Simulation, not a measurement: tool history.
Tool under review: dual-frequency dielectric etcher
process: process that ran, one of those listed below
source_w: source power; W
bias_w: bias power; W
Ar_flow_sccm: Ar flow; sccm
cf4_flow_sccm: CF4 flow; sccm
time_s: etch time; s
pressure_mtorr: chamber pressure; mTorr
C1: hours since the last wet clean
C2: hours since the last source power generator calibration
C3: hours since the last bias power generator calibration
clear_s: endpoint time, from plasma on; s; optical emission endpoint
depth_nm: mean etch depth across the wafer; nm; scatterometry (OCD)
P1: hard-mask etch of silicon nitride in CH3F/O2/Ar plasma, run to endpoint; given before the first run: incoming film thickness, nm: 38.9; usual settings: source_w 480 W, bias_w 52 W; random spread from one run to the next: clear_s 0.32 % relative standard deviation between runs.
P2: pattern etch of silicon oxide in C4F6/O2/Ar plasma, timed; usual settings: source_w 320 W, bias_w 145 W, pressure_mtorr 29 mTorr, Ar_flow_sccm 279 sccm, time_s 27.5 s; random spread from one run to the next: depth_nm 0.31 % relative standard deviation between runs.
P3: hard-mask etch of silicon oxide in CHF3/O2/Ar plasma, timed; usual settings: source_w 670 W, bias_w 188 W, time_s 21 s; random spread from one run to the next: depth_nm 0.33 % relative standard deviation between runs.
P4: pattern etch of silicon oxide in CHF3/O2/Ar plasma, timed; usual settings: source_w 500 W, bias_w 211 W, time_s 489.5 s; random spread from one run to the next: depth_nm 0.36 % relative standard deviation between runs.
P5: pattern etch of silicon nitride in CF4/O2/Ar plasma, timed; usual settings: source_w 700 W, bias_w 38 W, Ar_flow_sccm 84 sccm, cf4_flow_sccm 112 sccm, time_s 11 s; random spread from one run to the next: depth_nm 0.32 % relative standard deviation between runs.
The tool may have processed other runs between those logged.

run 1 day=0.567 | process=P1 source_w=480 bias_w=52 | C1=133.9 C2=2387.8 C3=2510.4 | clear_s=56.715
run 2 day=1.112 | process=P5 source_w=700 bias_w=38 Ar_flow_sccm=84 cf4_flow_sccm=112 time_s=11 | C1=147 C2=2400.9 C3=2523.5 | depth_nm=25.886
run 3 day=1.796 | process=P1 source_w=480 bias_w=52 | C1=163.4 C2=2417.3 C3=2539.9 | clear_s=56.754
run 4 day=2.196 | process=P1 source_w=480 bias_w=52 | C1=173 C2=2426.9 C3=2549.5 | clear_s=56.695
run 5 day=2.817 | process=P4 source_w=690 bias_w=211 time_s=489.5 | C1=187.9 C2=2441.8 C3=2564.4 | depth_nm=1072.4
run 6 day=3.271 | process=P1 source_w=370 bias_w=33 | C1=198.8 C2=2452.7 C3=2575.3 | clear_s=72.089
run 7 day=3.7 | process=P3 source_w=670 bias_w=188 time_s=21 | C1=209.1 C2=2463 C3=2585.6 | depth_nm=44.131
run 8 day=4.354 | process=P5 source_w=920 bias_w=38 Ar_flow_sccm=84 cf4_flow_sccm=112 time_s=11 | C1=224.8 C2=2478.7 C3=2601.3 | depth_nm=32.991
run 9 day=4.742 | process=P5 source_w=700 bias_w=25 Ar_flow_sccm=84 cf4_flow_sccm=112 time_s=11 | C1=234.1 C2=2488 C3=2610.6 | depth_nm=22.782
run 10 day=5.133 | process=P2 source_w=400 bias_w=145 Ar_flow_sccm=279 time_s=27.5 pressure_mtorr=29 | C1=243.5 C2=2497.4 C3=2620 | depth_nm=84.751
run 11 day=5.729 | process=P2 source_w=320 bias_w=145 Ar_flow_sccm=279 time_s=27.5 pressure_mtorr=29 | C1=257.8 C2=2511.7 C3=2634.3 | depth_nm=77.465
run 12 day=6.312 | process=P1 source_w=480 bias_w=52 | C1=271.8 C2=2525.7 C3=2648.3 | clear_s=57.027
run 13 day=6.971 | process=P4 source_w=500 bias_w=211 time_s=489.5 | C1=287.6 C2=2541.5 C3=2664.1 | depth_nm=946.07
run 14 day=7.358 | process=P5 source_w=700 bias_w=38 Ar_flow_sccm=84 cf4_flow_sccm=137 time_s=11 | C1=296.9 C2=2550.8 C3=2673.4 | depth_nm=26.53
run 15 day=7.767 | process=P2 source_w=320 bias_w=145 Ar_flow_sccm=279 time_s=27.5 pressure_mtorr=29 | C1=306.7 C2=2560.6 C3=2683.2 | depth_nm=77.87
run 16 day=8.408 | process=P1 source_w=480 bias_w=65 | C1=322.1 C2=2576 C3=2698.6 | clear_s=52.626
run 17 day=8.708 | process=P1 source_w=290 bias_w=52 | C1=329.3 C2=2583.2 C3=2705.8 | clear_s=68.832
run 18 day=9.192 | process=P3 source_w=670 bias_w=130 time_s=21 | C1=340.9 C2=2594.8 C3=2717.4 | depth_nm=39.129
run 19 day=9.604 | process=P1 source_w=480 bias_w=52 | C1=350.8 C2=2604.7 C3=2727.3 | clear_s=56.893
run 20 day=10.108 | process=P1 source_w=480 bias_w=38 | C1=362.9 C2=2616.8 C3=2739.4 | clear_s=62.621
run 21 day=10.421 | process=P5 source_w=700 bias_w=38 Ar_flow_sccm=65 cf4_flow_sccm=112 time_s=11 | C1=370.4 C2=2624.3 C3=2746.9 | depth_nm=26.542
run 22 day=10.788 | process=P3 source_w=670 bias_w=188 time_s=27 | C1=379.2 C2=2633.1 C3=2755.7 | depth_nm=56.71
run 23 day=11.212 | process=P5 source_w=700 bias_w=38 Ar_flow_sccm=84 cf4_flow_sccm=112 time_s=11 | C1=389.4 C2=2643.3 C3=2765.9 | depth_nm=25.939
-- day=11.425 bias power generator calibrated
run 24 day=11.658 | process=P4 source_w=500 bias_w=211 time_s=727.5 | C1=400.1 C2=2654 C3=5.6 | depth_nm=1415
run 25 day=12.067 | process=P5 source_w=700 bias_w=38 Ar_flow_sccm=84 cf4_flow_sccm=112 time_s=6 | C1=409.9 C2=2663.8 C3=15.4 | depth_nm=14.141
run 26 day=12.75 | process=P2 source_w=320 bias_w=193 Ar_flow_sccm=279 time_s=27.5 pressure_mtorr=29 | C1=426.3 C2=2680.2 C3=31.8 | depth_nm=84.763
run 27 day=13.308 | process=P1 source_w=350 bias_w=43 | C1=439.7 C2=2693.6 C3=45.2 | clear_s=68.209
run 28 day=13.804 | process=P2 source_w=320 bias_w=145 Ar_flow_sccm=279 time_s=16 pressure_mtorr=29 | C1=451.6 C2=2705.5 C3=57.1 | depth_nm=45.232
run 29 day=14.35 | process=P1 source_w=580 bias_w=52 | C1=464.7 C2=2718.6 C3=70.2 | clear_s=52.657
run 30 day=14.958 | process=P4 source_w=500 bias_w=138 time_s=489.5 | C1=479.3 C2=2733.2 C3=84.8 | depth_nm=818.64
run 31 day=15.371 | process=P2 source_w=320 bias_w=145 Ar_flow_sccm=167 time_s=27.5 pressure_mtorr=29 | C1=489.2 C2=2743.1 C3=94.7 | depth_nm=81.905
-- day=15.529 wet clean of the chamber
run 32 day=15.983 | process=P2 source_w=320 bias_w=145 Ar_flow_sccm=279 time_s=27.5 pressure_mtorr=39 | C1=11 C2=2757.8 C3=109.4 | depth_nm=74.931
run 33 day=16.6 | process=P3 source_w=670 bias_w=188 time_s=21 | C1=25.8 C2=2772.6 C3=124.2 | depth_nm=44.114
run 34 day=17.175 | process=P3 source_w=490 bias_w=188 time_s=21 | C1=39.6 C2=2786.4 C3=138 | depth_nm=39.016
run 35 day=17.483 | process=P4 source_w=500 bias_w=211 time_s=489.5 | C1=47 C2=2793.8 C3=145.4 | depth_nm=952.66
run 36 day=17.804 | process=P1 source_w=480 bias_w=52 | C1=54.7 C2=2801.5 C3=153.1 | clear_s=56.775
run 37 day=18.192 | process=P1 source_w=480 bias_w=52 | C1=64 C2=2810.8 C3=162.4 | clear_s=57.046
run 38 day=18.596 | process=P1 source_w=480 bias_w=52 | C1=73.7 C2=2820.5 C3=172.1 | clear_s=57.256
-- day=18.783 wet clean of the chamber
run 39 day=19.104 | process=P1 source_w=480 bias_w=52 | C1=7.8 C2=2832.7 C3=184.3 | clear_s=57.403
run 40 day=19.612 | process=P1 source_w=480 bias_w=52 | C1=20 C2=2844.9 C3=196.5 | clear_s=57.392
run 41 day=20.012 | process=P1 source_w=480 bias_w=52 | C1=29.6 C2=2854.5 C3=206.1 | clear_s=57.634
run 42 day=20.417 | process=P1 source_w=480 bias_w=52 | C1=39.3 C2=2864.2 C3=215.8 | clear_s=58.161

Something has made what P1 gives creep away from where it was; the 2 causes below, each at its own stated size, fit the log equally well:
A: source power that arrives under what is set, % = 3.97
B: bias power that arrives under what is set, % = 4.99
The creep began at about day 17.804.
Other possible causes, and why each is ruled out:
chamber walls in a state that lowers the etch rate, %: maintenance at day 18.783, after the shift began, did not return the process to its former output

The list below offers 4 check runs, each averaging the results of 2 wafers, and shows each result as a question mark. For which of them would the listed causes give clearly different results?
run check 1 day=20.821 | process=P4 source_w=500 bias_w=180 time_s=489.5 | depth_nm=?
run check 2 day=20.821 | process=P5 source_w=700 bias_w=26 Ar_flow_sccm=84 cf4_flow_sccm=112 time_s=8.5 | depth_nm=?
run check 3 day=20.821 | process=P3 source_w=570 bias_w=188 time_s=21 | depth_nm=?
run check 4 day=20.821 | process=P2 source_w=370 bias_w=145 Ar_flow_sccm=232 time_s=27.5 pressure_mtorr=29 | depth_nm=?

How each check would come out, cause by cause:
check=check_1 result=depth_nm if_A=886.26 if_B=884.56
check=check_2 result=depth_nm if_A=17.128 if_B=17.501
check=check_3 result=depth_nm if_A=40.818 if_B=40.74
check=check_4 result=depth_nm if_A=82.738 if_B=82.784
Minimum pairwise separation of causes per check, each pair taken at its best-separating result: check 1 0.19 %; check 2 2.16 %; check 3 0.19 %; check 4 0.06 %
Check 2 tells the causes apart: in the others they would give nearly the same result.

Check 2 was carried out, with these results: depth_nm 17.177 nm. Which of the listed causes is responsible?

A is the cause: source power that arrives under what is set, %.

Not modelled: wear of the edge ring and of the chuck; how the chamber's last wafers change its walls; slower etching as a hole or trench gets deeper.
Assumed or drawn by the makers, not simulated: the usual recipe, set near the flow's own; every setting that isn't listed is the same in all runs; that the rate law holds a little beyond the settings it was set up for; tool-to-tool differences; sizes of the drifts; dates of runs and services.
